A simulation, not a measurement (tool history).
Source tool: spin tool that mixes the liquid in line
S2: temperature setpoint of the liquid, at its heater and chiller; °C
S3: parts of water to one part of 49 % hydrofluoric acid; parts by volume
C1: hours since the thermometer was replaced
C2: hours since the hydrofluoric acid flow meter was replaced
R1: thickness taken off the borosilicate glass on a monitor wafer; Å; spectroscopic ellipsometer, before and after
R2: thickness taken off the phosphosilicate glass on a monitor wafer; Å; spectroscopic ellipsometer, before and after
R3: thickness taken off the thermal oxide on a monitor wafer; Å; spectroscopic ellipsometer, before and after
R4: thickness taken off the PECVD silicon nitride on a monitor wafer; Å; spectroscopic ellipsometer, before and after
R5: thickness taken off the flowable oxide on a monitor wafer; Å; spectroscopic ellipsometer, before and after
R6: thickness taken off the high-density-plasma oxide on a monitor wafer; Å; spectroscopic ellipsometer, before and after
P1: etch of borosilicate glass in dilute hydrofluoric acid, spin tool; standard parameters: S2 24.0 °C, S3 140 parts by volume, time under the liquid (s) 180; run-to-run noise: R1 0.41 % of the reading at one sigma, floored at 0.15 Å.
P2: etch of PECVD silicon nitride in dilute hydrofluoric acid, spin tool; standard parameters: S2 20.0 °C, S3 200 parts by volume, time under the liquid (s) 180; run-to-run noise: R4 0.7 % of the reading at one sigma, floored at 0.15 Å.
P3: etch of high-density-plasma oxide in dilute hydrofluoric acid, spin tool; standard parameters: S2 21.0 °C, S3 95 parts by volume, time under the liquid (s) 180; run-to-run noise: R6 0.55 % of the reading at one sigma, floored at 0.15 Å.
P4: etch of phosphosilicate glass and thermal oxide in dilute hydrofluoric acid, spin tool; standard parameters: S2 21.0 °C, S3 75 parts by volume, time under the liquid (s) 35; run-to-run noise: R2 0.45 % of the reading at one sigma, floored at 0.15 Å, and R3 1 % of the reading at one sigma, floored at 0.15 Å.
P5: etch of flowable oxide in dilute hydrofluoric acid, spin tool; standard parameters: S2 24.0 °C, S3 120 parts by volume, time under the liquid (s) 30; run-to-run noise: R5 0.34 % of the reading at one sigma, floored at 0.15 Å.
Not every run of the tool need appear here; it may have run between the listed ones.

{"run": 1, "hour": 3.0, "process that ran": "P1", "S2": 24.0, "S3": 140, "time under the liquid (s)": 180, "C1": 1055.5, "C2": 157.8, "R1": 327.47}
{"run": 2, "hour": 6.4, "process that ran": "P4", "S2": 21.0, "S3": 75, "time under the liquid (s)": 35, "C1": 1058.9, "C2": 161.2, "R2": 346.4, "R3": 19.855}
{"run": 3, "hour": 9.4, "process that ran": "P2", "S2": 20.0, "S3": 200, "time under the liquid (s)": 180, "C1": 1061.9, "C2": 164.2, "R4": 35.624}
{"run": 4, "hour": 14.2, "process that ran": "P1", "S2": 24.0, "S3": 60, "time under the liquid (s)": 275, "C1": 1066.7, "C2": 169.0, "R1": 1289.9}
{"run": 5, "hour": 16.7, "process that ran": "P1", "S2": 24.0, "S3": 200, "time under the liquid (s)": 180, "C1": 1069.2, "C2": 171.5, "R1": 214.25}
{"run": 6, "hour": 21.6, "process that ran": "P5", "S2": 17.5, "S3": 120, "time under the liquid (s)": 30, "C1": 1074.1, "C2": 176.4, "R5": 102.0}
{"run": 7, "hour": 24.3, "process that ran": "P1", "S2": 24.0, "S3": 140, "time under the liquid (s)": 180, "C1": 1076.8, "C2": 179.1, "R1": 326.89}
{"run": 8, "hour": 28.7, "process that ran": "P5", "S2": 24.0, "S3": 120, "time under the liquid (s)": 30, "C1": 1081.2, "C2": 183.5, "R5": 132.04}
{"run": 9, "hour": 33.5, "process that ran": "P2", "S2": 20.0, "S3": 125, "time under the liquid (s)": 180, "C1": 1086.0, "C2": 188.3, "R4": 56.162}
{"run": 10, "hour": 37.4, "process that ran": "P1", "S2": 28.0, "S3": 140, "time under the liquid (s)": 15, "C1": 1089.9, "C2": 192.2, "R1": 31.673}
{"run": 11, "hour": 41.0, "process that ran": "P4", "S2": 21.0, "S3": 125, "time under the liquid (s)": 35, "C1": 1093.5, "C2": 195.8, "R2": 197.31, "R3": 11.697}
{"run": 12, "hour": 44.3, "process that ran": "P1", "S2": 24.0, "S3": 140, "time under the liquid (s)": 60, "C1": 1096.8, "C2": 199.1, "R1": 110.02}
{"run": 13, "hour": 48.6, "process that ran": "P3", "S2": 21.0, "S3": 95, "time under the liquid (s)": 20, "C1": 1101.1, "C2": 203.4, "R6": 9.5492}
{"run": 14, "hour": 52.4, "process that ran": "P1", "S2": 24.0, "S3": 140, "time under the liquid (s)": 345, "C1": 1104.9, "C2": 207.2, "R1": 630.23}
{"run": 15, "hour": 57.4, "process that ran": "P4", "S2": 21.0, "S3": 75, "time under the liquid (s)": 15, "C1": 1109.9, "C2": 212.2, "R2": 148.82, "R3": 8.5444}
{"run": 16, "hour": 59.9, "process that ran": "P3", "S2": 21.0, "S3": 95, "time under the liquid (s)": 180, "C1": 1112.4, "C2": 214.7, "R6": 86.959}
{"run": 17, "hour": 64.8, "process that ran": "P3", "S2": 21.0, "S3": 35, "time under the liquid (s)": 180, "C1": 1117.3, "C2": 219.6, "R6": 253.78}
{"run": 18, "hour": 69.5, "process that ran": "P1", "S2": 18.0, "S3": 140, "time under the liquid (s)": 180, "C1": 1122.0, "C2": 224.3, "R1": 256.61}
{"run": 19, "hour": 73.0, "process that ran": "P1", "S2": 24.0, "S3": 40, "time under the liquid (s)": 180, "C1": 1125.5, "C2": 227.8, "R1": 1297.9}
{"run": 20, "hour": 76.3, "process that ran": "P3", "S2": 29.5, "S3": 95, "time under the liquid (s)": 180, "C1": 1128.8, "C2": 231.1, "R6": 121.77}
{"hour": 78.4, "done": "thermometer replaced"}
{"run": 21, "hour": 80.3, "process that ran": "P1", "S2": 24.0, "S3": 140, "time under the liquid (s)": 180, "C1": 2.0, "C2": 235.1, "R1": 324.06}
{"run": 22, "hour": 83.8, "process that ran": "P4", "S2": 28.0, "S3": 75, "time under the liquid (s)": 35, "C1": 5.5, "C2": 238.6, "R2": 457.79, "R3": 26.958}
{"run": 23, "hour": 86.8, "process that ran": "P5", "S2": 24.0, "S3": 120, "time under the liquid (s)": 50, "C1": 8.5, "C2": 241.6, "R5": 219.29}
{"run": 24, "hour": 90.9, "process that ran": "P1", "S2": 24.0, "S3": 140, "time under the liquid (s)": 180, "C1": 12.6, "C2": 245.7, "R1": 325.59}
{"run": 25, "hour": 96.3, "process that ran": "P2", "S2": 27.5, "S3": 200, "time under the liquid (s)": 180, "C1": 18.0, "C2": 251.1, "R4": 57.621}
{"run": 26, "hour": 101.0, "process that ran": "P1", "S2": 28.5, "S3": 140, "time under the liquid (s)": 180, "C1": 22.7, "C2": 255.8, "R1": 388.15}
{"run": 27, "hour": 105.7, "process that ran": "P5", "S2": 24.0, "S3": 165, "time under the liquid (s)": 30, "C1": 27.4, "C2": 260.5, "R5": 90.944}
{"run": 28, "hour": 110.4, "process that ran": "P2", "S2": 20.0, "S3": 200, "time under the liquid (s)": 75, "C1": 32.1, "C2": 265.2, "R4": 14.92}
{"run": 29, "hour": 114.6, "process that ran": "P1", "S2": 24.0, "S3": 140, "time under the liquid (s)": 180, "C1": 36.3, "C2": 269.4, "R1": 326.17}
{"run": 30, "hour": 119.8, "process that ran": "P1", "S2": 24.0, "S3": 140, "time under the liquid (s)": 180, "C1": 41.5, "C2": 274.6, "R1": 318.75}
{"run": 31, "hour": 122.2, "process that ran": "P1", "S2": 24.0, "S3": 140, "time under the liquid (s)": 180, "C1": 43.9, "C2": 277.0, "R1": 317.38}
{"run": 32, "hour": 127.2, "process that ran": "P1", "S2": 24.0, "S3": 140, "time under the liquid (s)": 180, "C1": 48.9, "C2": 282.0, "R1": 314.55}
{"run": 33, "hour": 131.4, "process that ran": "P1", "S2": 24.0, "S3": 140, "time under the liquid (s)": 180, "C1": 53.1, "C2": 286.2, "R1": 311.36}
{"run": 34, "hour": 136.8, "process that ran": "P1", "S2": 24.0, "S3": 140, "time under the liquid (s)": 180, "C1": 58.5, "C2": 291.6, "R1": 310.21}
{"run": 35, "hour": 140.2, "process that ran": "P1", "S2": 24.0, "S3": 140, "time under the liquid (s)": 180, "C1": 61.9, "C2": 295.0, "R1": 310.78}
{"run": 36, "hour": 143.5, "process that ran": "P1", "S2": 24.0, "S3": 140, "time under the liquid (s)": 180, "C1": 65.2, "C2": 298.3, "R1": 309.05}
{"run": 37, "hour": 147.9, "process that ran": "P1", "S2": 24.0, "S3": 140, "time under the liquid (s)": 180, "C1": 69.6, "C2": 302.7, "R1": 306.82}
{"run": 38, "hour": 151.7, "process that ran": "P1", "S2": 24.0, "S3": 140, "time under the liquid (s)": 180, "C1": 73.4, "C2": 306.5, "R1": 306.86}
{"run": 39, "hour": 157.0, "process that ran": "P1", "S2": 24.0, "S3": 140, "time under the liquid (s)": 180, "C1": 78.7, "C2": 311.8, "R1": 307.18}
{"run": 40, "hour": 160.1, "process that ran": "P1", "S2": 24.0, "S3": 140, "time under the liquid (s)": 180, "C1": 81.8, "C2": 314.9, "R1": 306.79}

P1 has crept away from where it was. The log is fitted equally well by each of these 2 causes, at the sizes shown:
A: liquid colder than its thermometer reads (K) = 1.69
B: hydrofluoric acid flow below the setpoint (%) = 5.44
The gradual shift began around hour 114.6.

Below are 4 check runs, each averaged over 2 wafers, with their results shown as question marks. Which of them would give clearly different results depending on which cause is behind the drift?
{"run": "check 1", "hour": 163.2, "process that ran": "P2", "S2": 26.5, "S3": 200, "time under the liquid (s)": 90, "R4": "?"}
{"run": "check 2", "hour": 163.2, "process that ran": "P4", "S2": 25.0, "S3": 75, "time under the liquid (s)": 15, "R2": "?", "R3": "?"}
{"run": "check 3", "hour": 163.2, "process that ran": "P5", "S2": 18.5, "S3": 155, "time under the liquid (s)": 30, "R5": "?"}
{"run": "check 4", "hour": 163.2, "process that ran": "P3", "S2": 21.0, "S3": 95, "time under the liquid (s)": 95, "R6": "?"}

Expected result of each check under each candidate cause:
check=check_1 result=R4 if_A=24.430 if_B=25.661
check=check_2 result=R2 if_A=163.42 if_B=164.51
check=check_2 result=R3 if_A=9.5235 if_B=9.5868
check=check_3 result=R5 if_A=73.771 if_B=74.053
check=check_4 result=R6 if_A=43.0230 if_B=43.3380
Separation of the two closest causes in each check, using whichever result separates them best: check 1 4.92 %; check 2 0.66 %; check 3 0.38 %; check 4 0.73 %
The other checks would show nearly matching results whichever cause is true, so check 1 is the only one that separates the causes.

Check 1 was carried out, with these results: R4 24.040 Å. Which of the listed causes is responsible?

A is the cause: liquid colder than its thermometer reads (K).
